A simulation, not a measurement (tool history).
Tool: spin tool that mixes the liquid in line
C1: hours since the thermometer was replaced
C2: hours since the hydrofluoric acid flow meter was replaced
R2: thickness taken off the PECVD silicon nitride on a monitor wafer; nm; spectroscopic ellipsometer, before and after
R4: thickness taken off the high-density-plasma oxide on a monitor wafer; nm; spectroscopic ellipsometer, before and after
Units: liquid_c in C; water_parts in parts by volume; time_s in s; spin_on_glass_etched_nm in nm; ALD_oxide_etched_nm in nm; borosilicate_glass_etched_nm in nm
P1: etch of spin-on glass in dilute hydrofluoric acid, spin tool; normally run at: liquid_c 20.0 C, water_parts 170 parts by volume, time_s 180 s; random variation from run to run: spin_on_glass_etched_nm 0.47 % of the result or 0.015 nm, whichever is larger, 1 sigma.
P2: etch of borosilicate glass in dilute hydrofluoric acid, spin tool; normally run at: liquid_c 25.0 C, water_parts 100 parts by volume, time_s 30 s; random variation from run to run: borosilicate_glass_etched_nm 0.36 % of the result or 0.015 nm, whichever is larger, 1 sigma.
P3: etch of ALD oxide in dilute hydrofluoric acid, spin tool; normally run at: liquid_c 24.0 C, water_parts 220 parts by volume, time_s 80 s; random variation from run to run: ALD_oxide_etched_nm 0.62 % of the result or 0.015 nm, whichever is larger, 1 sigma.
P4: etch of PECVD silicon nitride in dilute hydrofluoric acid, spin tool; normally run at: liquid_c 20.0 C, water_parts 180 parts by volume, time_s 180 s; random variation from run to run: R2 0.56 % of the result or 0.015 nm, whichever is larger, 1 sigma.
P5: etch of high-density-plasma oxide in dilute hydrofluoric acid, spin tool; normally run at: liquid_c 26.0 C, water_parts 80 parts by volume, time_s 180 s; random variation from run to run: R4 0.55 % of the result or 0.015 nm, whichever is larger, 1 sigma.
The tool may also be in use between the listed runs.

{"run": 1, "hour": 11.2, "process": "P1", "liquid_c": 20.0, "water_parts": 170, "time_s": 180, "C1": 208.3, "C2": 169.1, "spin_on_glass_etched_nm": 22.068}
{"run": 2, "hour": 22.1, "process": "P4", "liquid_c": 20.0, "water_parts": 270, "time_s": 180, "C1": 219.2, "C2": 180.0, "R2": 2.9371}
{"run": 3, "hour": 31.8, "process": "P3", "liquid_c": 24.0, "water_parts": 220, "time_s": 80, "C1": 228.9, "C2": 189.7, "ALD_oxide_etched_nm": 4.0928}
{"run": 4, "hour": 42.3, "process": "P1", "liquid_c": 20.0, "water_parts": 170, "time_s": 180, "C1": 239.4, "C2": 200.2, "spin_on_glass_etched_nm": 21.931}
{"run": 5, "hour": 53.4, "process": "P3", "liquid_c": 24.0, "water_parts": 220, "time_s": 135, "C1": 250.5, "C2": 211.3, "ALD_oxide_etched_nm": 6.8864}
{"run": 6, "hour": 60.1, "process": "P5", "liquid_c": 26.0, "water_parts": 80, "time_s": 180, "C1": 257.2, "C2": 218.0, "R4": 12.506}
{"run": 7, "hour": 67.3, "process": "P1", "liquid_c": 20.0, "water_parts": 170, "time_s": 180, "C1": 264.4, "C2": 225.2, "spin_on_glass_etched_nm": 21.914}
{"run": 8, "hour": 77.2, "process": "P5", "liquid_c": 21.5, "water_parts": 80, "time_s": 180, "C1": 274.3, "C2": 235.1, "R4": 10.355}
{"run": 9, "hour": 84.5, "process": "P4", "liquid_c": 20.0, "water_parts": 180, "time_s": 265, "C1": 281.6, "C2": 242.4, "R2": 6.4338}
{"run": 10, "hour": 96.0, "process": "P1", "liquid_c": 24.5, "water_parts": 170, "time_s": 330, "C1": 293.1, "C2": 253.9, "spin_on_glass_etched_nm": 47.88}
{"run": 11, "hour": 104.1, "process": "P5", "liquid_c": 26.0, "water_parts": 35, "time_s": 180, "C1": 301.2, "C2": 262.0, "R4": 30.176}
{"run": 12, "hour": 110.6, "process": "P1", "liquid_c": 17.0, "water_parts": 170, "time_s": 180, "C1": 307.7, "C2": 268.5, "spin_on_glass_etched_nm": 19.447}
{"run": 13, "hour": 116.1, "process": "P5", "liquid_c": 26.0, "water_parts": 80, "time_s": 180, "C1": 313.2, "C2": 274.0, "R4": 12.442}
{"run": 14, "hour": 128.5, "process": "P2", "liquid_c": 25.0, "water_parts": 100, "time_s": 15, "C1": 325.6, "C2": 286.4, "borosilicate_glass_etched_nm": 4.0655}
{"run": 15, "hour": 139.3, "process": "P3", "liquid_c": 24.0, "water_parts": 220, "time_s": 80, "C1": 336.4, "C2": 297.2, "ALD_oxide_etched_nm": 4.0673}
{"run": 16, "hour": 148.1, "process": "P1", "liquid_c": 20.0, "water_parts": 235, "time_s": 180, "C1": 345.2, "C2": 306.0, "spin_on_glass_etched_nm": 14.925}
{"run": 17, "hour": 154.4, "process": "P3", "liquid_c": 32.0, "water_parts": 220, "time_s": 80, "C1": 351.5, "C2": 312.3, "ALD_oxide_etched_nm": 5.4188}
{"run": 18, "hour": 161.7, "process": "P1", "liquid_c": 20.0, "water_parts": 170, "time_s": 180, "C1": 358.8, "C2": 319.6, "spin_on_glass_etched_nm": 22.055}
{"run": 19, "hour": 169.1, "process": "P1", "liquid_c": 25.5, "water_parts": 170, "time_s": 180, "C1": 366.2, "C2": 327.0, "spin_on_glass_etched_nm": 27.075}
{"run": 20, "hour": 174.7, "process": "P5", "liquid_c": 26.0, "water_parts": 80, "time_s": 80, "C1": 371.8, "C2": 332.6, "R4": 5.5441}
{"run": 21, "hour": 182.8, "process": "P1", "liquid_c": 20.0, "water_parts": 170, "time_s": 95, "C1": 379.9, "C2": 340.7, "spin_on_glass_etched_nm": 11.685}
{"run": 22, "hour": 190.9, "process": "P1", "liquid_c": 20.0, "water_parts": 170, "time_s": 305, "C1": 388.0, "C2": 348.8, "spin_on_glass_etched_nm": 37.031}
{"hour": 194.0, "done": "hydrofluoric acid flow meter replaced"}
{"run": 23, "hour": 201.1, "process": "P3", "liquid_c": 24.0, "water_parts": 135, "time_s": 80, "C1": 398.2, "C2": 7.2, "ALD_oxide_etched_nm": 7.3049}
{"run": 24, "hour": 210.4, "process": "P2", "liquid_c": 32.0, "water_parts": 100, "time_s": 30, "C1": 407.5, "C2": 16.5, "borosilicate_glass_etched_nm": 10.542}
{"run": 25, "hour": 222.1, "process": "P1", "liquid_c": 20.0, "water_parts": 170, "time_s": 180, "C1": 419.2, "C2": 28.2, "spin_on_glass_etched_nm": 22.136}
{"run": 26, "hour": 228.6, "process": "P2", "liquid_c": 25.0, "water_parts": 175, "time_s": 30, "C1": 425.7, "C2": 34.7, "borosilicate_glass_etched_nm": 4.255}
{"run": 27, "hour": 235.8, "process": "P4", "liquid_c": 20.0, "water_parts": 180, "time_s": 180, "C1": 432.9, "C2": 41.9, "R2": 4.381}
{"run": 28, "hour": 247.1, "process": "P1", "liquid_c": 20.0, "water_parts": 35, "time_s": 180, "C1": 444.2, "C2": 53.2, "spin_on_glass_etched_nm": 123.95}
{"run": 29, "hour": 256.1, "process": "P1", "liquid_c": 17.0, "water_parts": 170, "time_s": 35, "C1": 453.2, "C2": 62.2, "spin_on_glass_etched_nm": 3.8078}
{"run": 30, "hour": 266.2, "process": "P2", "liquid_c": 25.0, "water_parts": 100, "time_s": 30, "C1": 463.3, "C2": 72.3, "borosilicate_glass_etched_nm": 8.1117}
{"run": 31, "hour": 274.0, "process": "P1", "liquid_c": 20.0, "water_parts": 170, "time_s": 180, "C1": 471.1, "C2": 80.1, "spin_on_glass_etched_nm": 21.898}
{"run": 32, "hour": 284.1, "process": "P4", "liquid_c": 28.0, "water_parts": 180, "time_s": 180, "C1": 481.2, "C2": 90.2, "R2": 7.3215}
{"run": 33, "hour": 295.7, "process": "P1", "liquid_c": 20.0, "water_parts": 170, "time_s": 180, "C1": 492.8, "C2": 101.8, "spin_on_glass_etched_nm": 21.896}
{"run": 34, "hour": 306.9, "process": "P1", "liquid_c": 20.0, "water_parts": 170, "time_s": 180, "C1": 504.0, "C2": 113.0, "spin_on_glass_etched_nm": 21.173}
{"run": 35, "hour": 312.3, "process": "P1", "liquid_c": 20.0, "water_parts": 170, "time_s": 180, "C1": 509.4, "C2": 118.4, "spin_on_glass_etched_nm": 20.912}
{"run": 36, "hour": 324.7, "process": "P1", "liquid_c": 20.0, "water_parts": 170, "time_s": 180, "C1": 521.8, "C2": 130.8, "spin_on_glass_etched_nm": 20.563}
{"run": 37, "hour": 331.3, "process": "P1", "liquid_c": 20.0, "water_parts": 170, "time_s": 180, "C1": 528.4, "C2": 137.4, "spin_on_glass_etched_nm": 20.444}
{"run": 38, "hour": 338.2, "process": "P1", "liquid_c": 20.0, "water_parts": 170, "time_s": 180, "C1": 535.3, "C2": 144.3, "spin_on_glass_etched_nm": 20.499}
{"run": 39, "hour": 346.3, "process": "P1", "liquid_c": 20.0, "water_parts": 170, "time_s": 180, "C1": 543.4, "C2": 152.4, "spin_on_glass_etched_nm": 20.36}
{"run": 40, "hour": 358.7, "process": "P1", "liquid_c": 20.0, "water_parts": 170, "time_s": 180, "C1": 555.8, "C2": 164.8, "spin_on_glass_etched_nm": 20.28}
{"run": 41, "hour": 369.4, "process": "P1", "liquid_c": 20.0, "water_parts": 170, "time_s": 180, "C1": 566.5, "C2": 175.5, "spin_on_glass_etched_nm": 20.133}
{"run": 42, "hour": 379.0, "process": "P1", "liquid_c": 20.0, "water_parts": 170, "time_s": 180, "C1": 576.1, "C2": 185.1, "spin_on_glass_etched_nm": 20.279}
{"run": 43, "hour": 385.4, "process": "P1", "liquid_c": 20.0, "water_parts": 170, "time_s": 180, "C1": 582.5, "C2": 191.5, "spin_on_glass_etched_nm": 20.244}
{"run": 44, "hour": 396.0, "process": "P1", "liquid_c": 20.0, "water_parts": 170, "time_s": 180, "C1": 593.1, "C2": 202.1, "spin_on_glass_etched_nm": 20.176}

What P1 gives has crept away from where it was. These 2 causes fit the log equally well, each at the size given:
A: liquid colder than its thermometer reads (K) = 2.22
B: hydrofluoric acid flow below the setpoint (%) = 7.19
The creep began at about hour 295.7.

4 check runs are offered, one wafer each, their results left as question marks. Which one tells the causes apart?
{"run": "check 1", "hour": 406.6, "process": "P3", "liquid_c": 27.0, "water_parts": 145, "time_s": 80, "ALD_oxide_etched_nm": "?"}
{"run": "check 2", "hour": 406.6, "process": "P4", "liquid_c": 26.5, "water_parts": 255, "time_s": 180, "R2": "?"}
{"run": "check 3", "hour": 406.6, "process": "P2", "liquid_c": 25.0, "water_parts": 160, "time_s": 15, "borosilicate_glass_etched_nm": "?"}
{"run": "check 4", "hour": 406.6, "process": "P5", "liquid_c": 26.0, "water_parts": 35, "time_s": 110, "R4": "?"}

What each check would give under each cause:
check=check_1 result=ALD_oxide_etched_nm if_A=6.9118 if_B=6.8788
check=check_2 result=R2 if_A=4.0973 if_B=4.3540
check=check_3 result=borosilicate_glass_etched_nm if_A=2.1717 if_B=2.1621
check=check_4 result=R4 if_A=16.8970 if_B=17.1260
How far apart the two closest causes lie, in the result that separates them most: check 1 0.48 %; check 2 6.08 %; check 3 0.45 %; check 4 1.35 %
Check 2 tells the causes apart: in the others they would give nearly the same result.

Then check 2 was run and gave: R2 4.3515 nm. Which cause is it?

It is B: hydrofluoric acid flow below the setpoint (%).
